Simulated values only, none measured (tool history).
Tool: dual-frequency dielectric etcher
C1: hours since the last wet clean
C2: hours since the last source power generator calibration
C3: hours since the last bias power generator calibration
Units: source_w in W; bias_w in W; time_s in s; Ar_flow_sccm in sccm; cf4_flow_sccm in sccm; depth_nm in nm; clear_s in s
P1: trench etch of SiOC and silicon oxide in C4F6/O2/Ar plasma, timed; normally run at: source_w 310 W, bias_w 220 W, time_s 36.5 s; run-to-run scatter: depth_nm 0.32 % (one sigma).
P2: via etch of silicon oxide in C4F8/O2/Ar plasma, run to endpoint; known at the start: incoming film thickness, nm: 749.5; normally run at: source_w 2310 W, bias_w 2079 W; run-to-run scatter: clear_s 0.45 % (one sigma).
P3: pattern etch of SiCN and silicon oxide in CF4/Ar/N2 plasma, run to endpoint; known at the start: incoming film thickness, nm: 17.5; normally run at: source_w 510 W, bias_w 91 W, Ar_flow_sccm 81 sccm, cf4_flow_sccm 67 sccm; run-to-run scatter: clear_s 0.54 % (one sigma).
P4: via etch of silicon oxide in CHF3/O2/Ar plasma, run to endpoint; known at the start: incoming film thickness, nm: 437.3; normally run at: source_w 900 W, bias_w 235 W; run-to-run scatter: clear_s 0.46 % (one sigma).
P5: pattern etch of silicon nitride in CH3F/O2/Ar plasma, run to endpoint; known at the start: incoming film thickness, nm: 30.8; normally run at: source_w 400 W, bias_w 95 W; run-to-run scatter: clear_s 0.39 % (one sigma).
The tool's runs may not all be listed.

Run 1, hour 7.2: process P1, source_w 310 W, bias_w 220 W, time_s 36.5 s; C1 78.3; C2 1056.6; C3 888.1. Result: depth_nm 70.803 nm.
Run 2, hour 19.7: process P3, source_w 510 W, bias_w 65 W, Ar_flow_sccm 81 sccm, cf4_flow_sccm 67 sccm; C1 90.8; C2 1069.1; C3 900.6. Result: clear_s 18.974 s.
Run 3, hour 29.4: process P3, source_w 510 W, bias_w 91 W, Ar_flow_sccm 81 sccm, cf4_flow_sccm 67 sccm; C1 100.5; C2 1078.8; C3 910.3. Result: clear_s 16.856 s.
Run 4, hour 40.4: process P4, source_w 1270 W, bias_w 235 W; C1 111.5; C2 1089.8; C3 921.3. Result: clear_s 153.600 s.
Run 5, hour 46.5: process P1, source_w 310 W, bias_w 220 W, time_s 36.5 s; C1 117.6; C2 1095.9; C3 927.4. Result: depth_nm 70.306 nm.
Run 6, hour 54.7: process P1, source_w 310 W, bias_w 276 W, time_s 36.5 s; C1 125.8; C2 1104.1; C3 935.6. Result: depth_nm 76.999 nm.
Run 7, hour 67.7: process P1, source_w 210 W, bias_w 220 W, time_s 36.5 s; C1 138.8; C2 1117.1; C3 948.6. Result: depth_nm 61.003 nm.
Run 8, hour 80.6: process P5, source_w 400 W, bias_w 125 W; C1 151.7; C2 1130.0; C3 961.5. Result: clear_s 36.797 s.
Run 9, hour 90.0: process P1, source_w 420 W, bias_w 220 W, time_s 36.5 s; C1 161.1; C2 1139.4; C3 970.9. Result: depth_nm 79.871 nm.
Run 10, hour 98.9: process P1, source_w 310 W, bias_w 220 W, time_s 36.5 s; C1 170.0; C2 1148.3; C3 979.8. Result: depth_nm 70.887 nm.
Run 11, hour 108.6: process P1, source_w 430 W, bias_w 172 W, time_s 36.5 s; C1 179.7; C2 1158.0; C3 989.5. Result: depth_nm 74.382 nm.
Run 12, hour 114.6: process P4, source_w 900 W, bias_w 235 W; C1 185.7; C2 1164.0; C3 995.5. Result: clear_s 175.840 s.
Run 13, hour 121.3: process P3, source_w 400 W, bias_w 91 W, Ar_flow_sccm 81 sccm, cf4_flow_sccm 67 sccm; C1 192.4; C2 1170.7; C3 1002.2. Result: clear_s 21.014 s.
Run 14, hour 133.4: process P2, source_w 1490 W, bias_w 2079 W; C1 204.5; C2 1182.8; C3 1014.3. Result: clear_s 162.610 s.
Run 15, hour 141.8: process P3, source_w 510 W, bias_w 91 W, Ar_flow_sccm 56 sccm, cf4_flow_sccm 67 sccm; C1 212.9; C2 1191.2; C3 1022.7. Result: clear_s 15.968 s.
Run 16, hour 154.2: process P3, source_w 510 W, bias_w 91 W, Ar_flow_sccm 81 sccm, cf4_flow_sccm 67 sccm; C1 225.3; C2 1203.6; C3 1035.1. Result: clear_s 16.711 s.
Run 17, hour 162.8: process P1, source_w 310 W, bias_w 220 W, time_s 36.5 s; C1 233.9; C2 1212.2; C3 1043.7. Result: depth_nm 71.095 nm.
Run 18, hour 172.3: process P2, source_w 2310 W, bias_w 2809 W; C1 243.4; C2 1221.7; C3 1053.2. Result: clear_s 124.560 s.
At hour 178.3: wet clean of the chamber.
Run 19, hour 180.5: process P3, source_w 510 W, bias_w 91 W, Ar_flow_sccm 81 sccm, cf4_flow_sccm 90 sccm; C1 2.3; C2 1229.9; C3 1061.4. Result: clear_s 16.123 s.
Run 20, hour 192.8: process P1, source_w 310 W, bias_w 138 W, time_s 36.5 s; C1 14.6; C2 1242.2; C3 1073.7. Result: depth_nm 61.148 nm.

Run 21 comes next. What will it give?
Run 21, hour 204.4: process P4, source_w 900 W, bias_w 190 W; C1 26.2; C2 1253.8; C3 1085.3. Result: clear_s ?.

Run 21 gave clear_s 188.430 s.

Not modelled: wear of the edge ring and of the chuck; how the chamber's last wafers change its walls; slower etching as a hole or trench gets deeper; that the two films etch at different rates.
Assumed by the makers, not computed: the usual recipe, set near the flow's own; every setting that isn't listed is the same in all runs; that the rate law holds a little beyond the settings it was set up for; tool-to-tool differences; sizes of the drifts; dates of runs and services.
